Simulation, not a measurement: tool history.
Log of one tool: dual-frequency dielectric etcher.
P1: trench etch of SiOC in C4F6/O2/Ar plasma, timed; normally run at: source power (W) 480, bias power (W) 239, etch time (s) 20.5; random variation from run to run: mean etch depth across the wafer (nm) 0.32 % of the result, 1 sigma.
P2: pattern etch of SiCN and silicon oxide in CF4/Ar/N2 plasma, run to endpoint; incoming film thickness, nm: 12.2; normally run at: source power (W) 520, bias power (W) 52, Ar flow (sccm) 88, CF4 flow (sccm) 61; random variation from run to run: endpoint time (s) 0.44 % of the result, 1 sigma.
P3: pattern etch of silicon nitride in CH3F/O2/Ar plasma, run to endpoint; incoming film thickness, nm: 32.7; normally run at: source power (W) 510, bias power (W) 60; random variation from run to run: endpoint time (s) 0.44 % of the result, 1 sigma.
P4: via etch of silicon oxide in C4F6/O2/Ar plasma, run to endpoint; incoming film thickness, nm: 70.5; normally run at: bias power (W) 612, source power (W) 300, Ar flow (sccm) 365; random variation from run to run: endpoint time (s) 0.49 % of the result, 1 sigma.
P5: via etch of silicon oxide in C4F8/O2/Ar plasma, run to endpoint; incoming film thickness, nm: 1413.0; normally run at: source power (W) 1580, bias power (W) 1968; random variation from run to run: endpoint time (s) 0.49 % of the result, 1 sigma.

run,hour,process that ran,source power (W),bias power (W),etch time (s),Ar flow (sccm),CF4 flow (sccm),mean etch depth across the wafer (nm),endpoint time (s)
1,9,P1,480,239,20.5,,,49.626,
2,17.5,P2,520,52,,88,61,,13.994
3,24.6,P3,510,60,,,,,45.347
4,34.9,P1,480,239,11.5,,,27.802,
5,49.4,P2,520,52,,88,72,,13.506
6,60.5,P2,520,52,,107,61,,14.528
7,67.9,P1,480,321,20.5,,,54.866,
8,77.8,P1,480,163,20.5,,,43.989,
9,91.7,P2,520,67,,88,61,,12.862
10,103.2,P5,1580,1504,,,,,331.5
11,111.3,P4,300,612,,365,,,16.143
12,126.6,P3,680,60,,,,,40.561
13,138.6,P1,480,239,20.5,,,49.804,
14,151.5,P1,660,239,20.5,,,56.096,
15,167.1,P1,380,239,20.5,,,45.309,
16,179.1,P5,2220,1968,,,,,268.05
17,189.3,P1,480,239,28,,,68.271,
18,204.4,P1,480,239,20.5,,,49.324,
19,216.6,P1,480,239,20.5,,,49.334,
# hour 217.3: bias power generator calibrated
20,231.9,P4,300,612,,214,,,15.306
21,240.1,P1,480,239,20.5,,,49.661,
22,248.1,P5,1580,1968,,,,,306.12
23,261.9,P2,650,52,,88,61,,11.433
24,276.9,P1,380,239,15,,,33.378,
25,285.5,P1,480,239,20.5,,,49.799,
26,300.1,P2,520,52,,88,61,,13.885
27,310.2,P4,300,856,,365,,,14.14
28,325,P3,510,72,,,,,43.199
29,339.1,P1,630,239,12,,,32.446,
30,350,P4,210,612,,365,,,18.582
31,363.9,P1,480,239,20.5,,,49.753,
32,376.6,P1,480,239,20.5,,,49.527,
33,384.1,P1,480,239,20.5,,,49.06,
34,393.8,P1,480,239,20.5,,,48.995,
35,402.5,P1,480,239,20.5,,,48.757,
36,413.2,P1,480,239,20.5,,,48.881,

Run 37 comes next. What will it give?
# hour 413.7: wet clean of the chamber
37,422.1,P1,480,239,20.5,,,?,

{"run 37": {"mean etch depth across the wafer (nm)": 48.787}}
